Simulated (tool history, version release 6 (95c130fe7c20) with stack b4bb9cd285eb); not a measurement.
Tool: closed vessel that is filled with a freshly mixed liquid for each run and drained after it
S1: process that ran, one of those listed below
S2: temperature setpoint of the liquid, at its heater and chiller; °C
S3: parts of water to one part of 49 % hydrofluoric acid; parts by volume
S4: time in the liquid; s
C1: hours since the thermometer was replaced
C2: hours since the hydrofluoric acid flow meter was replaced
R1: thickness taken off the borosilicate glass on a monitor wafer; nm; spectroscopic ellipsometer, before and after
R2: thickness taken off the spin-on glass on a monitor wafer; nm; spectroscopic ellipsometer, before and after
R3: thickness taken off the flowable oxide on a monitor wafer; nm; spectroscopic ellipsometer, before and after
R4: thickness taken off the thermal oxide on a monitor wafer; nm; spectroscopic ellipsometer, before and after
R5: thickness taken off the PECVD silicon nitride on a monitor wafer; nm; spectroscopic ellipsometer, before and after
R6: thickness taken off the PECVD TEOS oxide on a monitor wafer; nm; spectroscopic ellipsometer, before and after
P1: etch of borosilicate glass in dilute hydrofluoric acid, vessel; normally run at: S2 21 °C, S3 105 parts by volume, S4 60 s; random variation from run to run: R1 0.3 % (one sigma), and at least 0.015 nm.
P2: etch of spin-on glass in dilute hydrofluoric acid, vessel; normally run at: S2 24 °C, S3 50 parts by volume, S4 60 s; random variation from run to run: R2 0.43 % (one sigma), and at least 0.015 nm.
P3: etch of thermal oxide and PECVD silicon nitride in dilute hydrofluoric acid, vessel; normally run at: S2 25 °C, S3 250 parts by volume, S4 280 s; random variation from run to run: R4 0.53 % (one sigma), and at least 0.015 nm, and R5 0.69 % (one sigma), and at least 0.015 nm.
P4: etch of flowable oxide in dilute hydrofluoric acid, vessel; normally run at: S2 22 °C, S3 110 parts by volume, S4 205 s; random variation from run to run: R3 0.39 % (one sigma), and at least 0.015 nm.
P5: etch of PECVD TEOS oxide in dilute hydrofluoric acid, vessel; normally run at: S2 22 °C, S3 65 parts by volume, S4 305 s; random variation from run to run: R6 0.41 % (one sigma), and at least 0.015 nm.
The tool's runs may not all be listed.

run 1 hour=2.9 | S1=P1 S2=21 S3=105 S4=60 | C1=315 C2=680.2 | R1=17.137
run 2 hour=5.6 | S1=P1 S2=25.5 S3=105 S4=60 | C1=317.7 C2=682.9 | R1=20.419
run 3 hour=8.1 | S1=P2 S2=17 S3=50 S4=60 | C1=320.2 C2=685.4 | R2=24.957
run 4 hour=13.6 | S1=P1 S2=21 S3=160 S4=100 | C1=325.7 C2=690.9 | R1=17.613
run 5 hour=19.1 | S1=P1 S2=21 S3=145 S4=60 | C1=331.2 C2=696.4 | R1=11.883
run 6 hour=22.5 | S1=P1 S2=21 S3=105 S4=115 | C1=334.6 C2=699.8 | R1=32.806
run 7 hour=27 | S1=P4 S2=22 S3=110 S4=205 | C1=339.1 C2=704.3 | R3=43.102
run 8 hour=30.8 | S1=P1 S2=21 S3=105 S4=60 | C1=342.9 C2=708.1 | R1=17.153
run 9 hour=35.9 | S1=P2 S2=24 S3=50 S4=60 | C1=348 C2=713.2 | R2=33.93
run 10 hour=40.6 | S1=P3 S2=19.5 S3=250 S4=280 | C1=352.7 C2=717.9 | R4=3.6925 R5=2.3648
run 11 hour=46.2 | S1=P1 S2=17 S3=105 S4=60 | C1=358.3 C2=723.5 | R1=14.552
run 12 hour=49.5 | S1=P1 S2=21 S3=65 S4=60 | C1=361.6 C2=726.8 | R1=29.018
run 13 hour=55.2 | S1=P1 S2=21 S3=105 S4=60 | C1=367.3 C2=732.5 | R1=17.197
run 14 hour=58.9 | S1=P2 S2=24 S3=25 S4=60 | C1=371 C2=736.2 | R2=70.032
run 15 hour=64.5 | S1=P3 S2=25 S3=250 S4=280 | C1=376.6 C2=741.8 | R4=4.5505 R5=3.3932
run 16 hour=67.7 | S1=P4 S2=22 S3=25 S4=205 | C1=379.8 C2=745 | R3=209.94
run 17 hour=71.8 | S1=P1 S2=21 S3=105 S4=60 | C1=383.9 C2=749.1 | R1=17.194
-- hour=73.7 hydrofluoric acid flow meter replaced
run 18 hour=76.6 | S1=P4 S2=22 S3=110 S4=40 | C1=388.7 C2=2.9 | R3=8.3776
run 19 hour=80.2 | S1=P3 S2=25 S3=250 S4=90 | C1=392.3 C2=6.5 | R4=1.4513 R5=1.0976
run 20 hour=85.5 | S1=P1 S2=21 S3=105 S4=30 | C1=397.6 C2=11.8 | R1=8.539
run 21 hour=90.6 | S1=P2 S2=24 S3=50 S4=105 | C1=402.7 C2=16.9 | R2=59.005
run 22 hour=94.1 | S1=P5 S2=22 S3=65 S4=450 | C1=406.2 C2=20.4 | R6=65.992
run 23 hour=98.3 | S1=P1 S2=21 S3=105 S4=60 | C1=410.4 C2=24.6 | R1=17.099
run 24 hour=101.3 | S1=P5 S2=22 S3=65 S4=305 | C1=413.4 C2=27.6 | R6=44.516
run 25 hour=105.3 | S1=P3 S2=25 S3=55 S4=280 | C1=417.4 C2=31.6 | R4=25.706 R5=15.11
run 26 hour=110.2 | S1=P5 S2=26 S3=65 S4=305 | C1=422.3 C2=36.5 | R6=52.568
run 27 hour=114.4 | S1=P1 S2=21 S3=105 S4=60 | C1=426.5 C2=40.7 | R1=17.113
run 28 hour=118.6 | S1=P4 S2=30.5 S3=110 S4=205 | C1=430.7 C2=44.9 | R3=59.765
run 29 hour=123 | S1=P2 S2=24 S3=50 S4=60 | C1=435.1 C2=49.3 | R2=33.653
run 30 hour=127.5 | S1=P5 S2=22 S3=25 S4=305 | C1=439.6 C2=53.8 | R6=122.15
run 31 hour=130.6 | S1=P1 S2=21 S3=105 S4=60 | C1=442.7 C2=56.9 | R1=17.087
run 32 hour=136.2 | S1=P1 S2=21 S3=105 S4=60 | C1=448.3 C2=62.5 | R1=17.763
run 33 hour=139.3 | S1=P1 S2=21 S3=105 S4=60 | C1=451.4 C2=65.6 | R1=17.909
run 34 hour=144.8 | S1=P1 S2=21 S3=105 S4=60 | C1=456.9 C2=71.1 | R1=18.178
run 35 hour=150.2 | S1=P1 S2=21 S3=105 S4=60 | C1=462.3 C2=76.5 | R1=18.364
run 36 hour=153.3 | S1=P1 S2=21 S3=105 S4=60 | C1=465.4 C2=79.6 | R1=18.351
run 37 hour=156.2 | S1=P1 S2=21 S3=105 S4=60 | C1=468.3 C2=82.5 | R1=18.437
run 38 hour=161 | S1=P1 S2=21 S3=105 S4=60 | C1=473.1 C2=87.3 | R1=18.531
run 39 hour=164.6 | S1=P1 S2=21 S3=105 S4=60 | C1=476.7 C2=90.9 | R1=18.539
run 40 hour=167.4 | S1=P1 S2=21 S3=105 S4=60 | C1=479.5 C2=93.7 | R1=18.53
run 41 hour=171.8 | S1=P1 S2=21 S3=105 S4=60 | C1=483.9 C2=98.1 | R1=18.647
run 42 hour=176.3 | S1=P1 S2=21 S3=105 S4=60 | C1=488.4 C2=102.6 | R1=18.563

What P1 gives has crept away from where it was. These 2 causes fit the log equally well, each at the size given:
A: liquid hotter than its thermometer reads (K) = 2.04
B: hydrofluoric acid flow above the setpoint (%) = 7.62
The creep began at about hour 130.6.

4 check runs are offered, each on 2 wafers whose results are averaged, their results left as question marks. Which one tells the causes apart?
run check 1 hour=180.8 | S1=P2 S2=24 S3=50 S4=60 | R2=?
run check 2 hour=180.8 | S1=P4 S2=22 S3=110 S4=205 | R3=?
run check 3 hour=180.8 | S1=P5 S2=22 S3=65 S4=305 | R6=?
run check 4 hour=180.8 | S1=P3 S2=25 S3=250 S4=280 | R4=? R5=?

What each check would give under each cause:
check=check_1 result=R2 if_A=36.707 if_B=36.519
check=check_2 result=R3 if_A=46.709 if_B=46.781
check=check_3 result=R6 if_A=48.756 if_B=48.535
check=check_4 result=R4 if_A=4.8631 if_B=4.9651
check=check_4 result=R5 if_A=3.8105 if_B=3.6207
How far apart the two closest causes lie, in the result that separates them most: check 1 0.51 %; check 2 0.15 %; check 3 0.45 %; check 4 5.11 %
Check 4 tells the causes apart: in the others they would give nearly the same result.

Check 4 was then run and gave: R4 4.9669 nm; R5 3.5987 nm. Which cause is it?

It is B: hydrofluoric acid flow above the setpoint (%).
